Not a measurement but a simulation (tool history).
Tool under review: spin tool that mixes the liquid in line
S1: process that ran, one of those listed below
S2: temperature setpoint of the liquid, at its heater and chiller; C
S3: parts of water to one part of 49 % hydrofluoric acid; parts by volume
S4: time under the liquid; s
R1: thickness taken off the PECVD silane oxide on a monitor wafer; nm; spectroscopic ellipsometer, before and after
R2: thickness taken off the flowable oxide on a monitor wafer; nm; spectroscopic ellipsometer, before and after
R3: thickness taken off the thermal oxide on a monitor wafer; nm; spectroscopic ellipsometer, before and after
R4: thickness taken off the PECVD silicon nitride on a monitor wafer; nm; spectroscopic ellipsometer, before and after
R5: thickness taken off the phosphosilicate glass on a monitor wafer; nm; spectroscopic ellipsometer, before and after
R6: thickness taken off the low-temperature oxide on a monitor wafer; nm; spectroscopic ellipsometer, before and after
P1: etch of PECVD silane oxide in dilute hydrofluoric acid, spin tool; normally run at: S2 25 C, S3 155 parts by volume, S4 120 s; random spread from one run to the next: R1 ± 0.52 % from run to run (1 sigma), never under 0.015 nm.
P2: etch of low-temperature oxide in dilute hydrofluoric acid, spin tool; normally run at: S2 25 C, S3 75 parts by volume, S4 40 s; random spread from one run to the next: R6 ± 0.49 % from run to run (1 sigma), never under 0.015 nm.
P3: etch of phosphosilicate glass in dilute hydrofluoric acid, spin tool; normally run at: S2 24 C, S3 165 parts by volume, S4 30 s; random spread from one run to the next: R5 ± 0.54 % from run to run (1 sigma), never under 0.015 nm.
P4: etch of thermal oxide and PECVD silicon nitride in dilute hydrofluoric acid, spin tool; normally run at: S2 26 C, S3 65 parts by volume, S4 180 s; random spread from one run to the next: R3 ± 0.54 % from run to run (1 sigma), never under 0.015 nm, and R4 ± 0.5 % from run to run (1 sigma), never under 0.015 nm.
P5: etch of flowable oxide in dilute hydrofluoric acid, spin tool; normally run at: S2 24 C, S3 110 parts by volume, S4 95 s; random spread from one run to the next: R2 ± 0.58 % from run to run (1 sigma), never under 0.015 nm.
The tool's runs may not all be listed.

run	hour	S1	S2	S3	S4	R1	R2	R3	R4	R5	R6
1	7.5	P1	25	155	120	37.307					
2	13.8	P1	31	70	120	116.34					
3	19.6	P5	30.5	110	95		44.682				
4	25.6	P1	20.5	155	120	31.292					
5	33.6	P4	26	65	345			27.696	27.365		
6	42.4	P3	24	225	30					18.071	
7	48.5	P3	24	165	30					26.298	
8	54.7	P1	25	155	15	4.6182					
9	62.1	P2	25	75	40						9.3391
10	67.6	P1	25	155	120	37.322					
11	72.5	P1	25	155	120	37.387					
12	79.8	P5	24	110	150		56.029				
13	84.1	P4	26	40	180			24.221	22.799		
14	92.4	P1	25	155	120	37.415					
15	98.7	P1	33	155	120	49.789					
16	104.2	P5	24	110	95		35.436				
17	111.7	P4	26	65	180			14.476	14.084		
18	117.7	P1	25	155	225	69.483					
19	123	P5	24	110	95		35.062				
20	128	P3	24	165	15					13.348	
21	136.8	P2	25	35	40						21.201
22	141.1	P1	25	215	120	24.919					
23	146.9	P3	20	165	30					22.698	
24	152.1	P1	25	35	120	193.18					
25	156.2	P2	21	75	40						7.9848
26	164.1	P4	30.5	65	180			17.364	19.032		
27	168.2	P1	25	155	120	37.569					
28	175.7	P5	24	195	95		18.048				
29	184.3	P1	25	155	120	37.161					
30	188.7	P2	25	75	15						3.4805
31	193.2	P1	25	155	120	37.234					
32	202.2	P1	25	155	120	35.824					
33	207.7	P1	25	155	120	35.925					
34	214	P1	25	155	120	35.31					
35	222.6	P1	25	155	120	34.955					
36	229	P1	25	155	120	34.708					
37	233	P1	25	155	120	34.758					
38	239	P1	25	155	120	34.63					
39	243.9	P1	25	155	120	34.42					
40	248.9	P1	25	155	120	34.855					
41	252.9	P1	25	155	120	34.809					

The log shows P1 creeping away from where it was. Any of the 2 causes listed here, at the size stated for it, fits the log just as well as the others:
A: liquid colder than its thermometer reads (K) = 1.85
B: hydrofluoric acid flow below the setpoint (%) = 5.75
At approximately hour 193.2, the process output began to creep.

The check runs listed below each take one wafer, and their results are still question marks. Under which run would the listed causes lead to clearly different results?
check 1	256.9	P3	24	165	30					?	
check 2	256.9	P5	24	110	95		?				
check 3	256.9	P4	26	65	180			?	?		
check 4	256.9	P2	25	75	40						?

Predicted outcomes, by check and by cause:
check	result	if A	if B
check 1	R5	24.526	24.531
check 2	R2	32.793	32.994
check 3	R3	13.441	13.575
check 3	R4	12.572	13.407
check 4	R6	8.6762	8.7579
How far apart the two closest causes lie, in the result that separates them most: check 1 0.02 %; check 2 0.61 %; check 3 6.43 %; check 4 0.94 %
Check 3 is the one run that separates the causes; every other check would come out nearly the same whichever cause is at work.

The results of check 3 are: R3 13.565 nm; R4 13.357 nm. Based on these, which of the listed causes is it?

The cause is B: hydrofluoric acid flow below the setpoint (%).
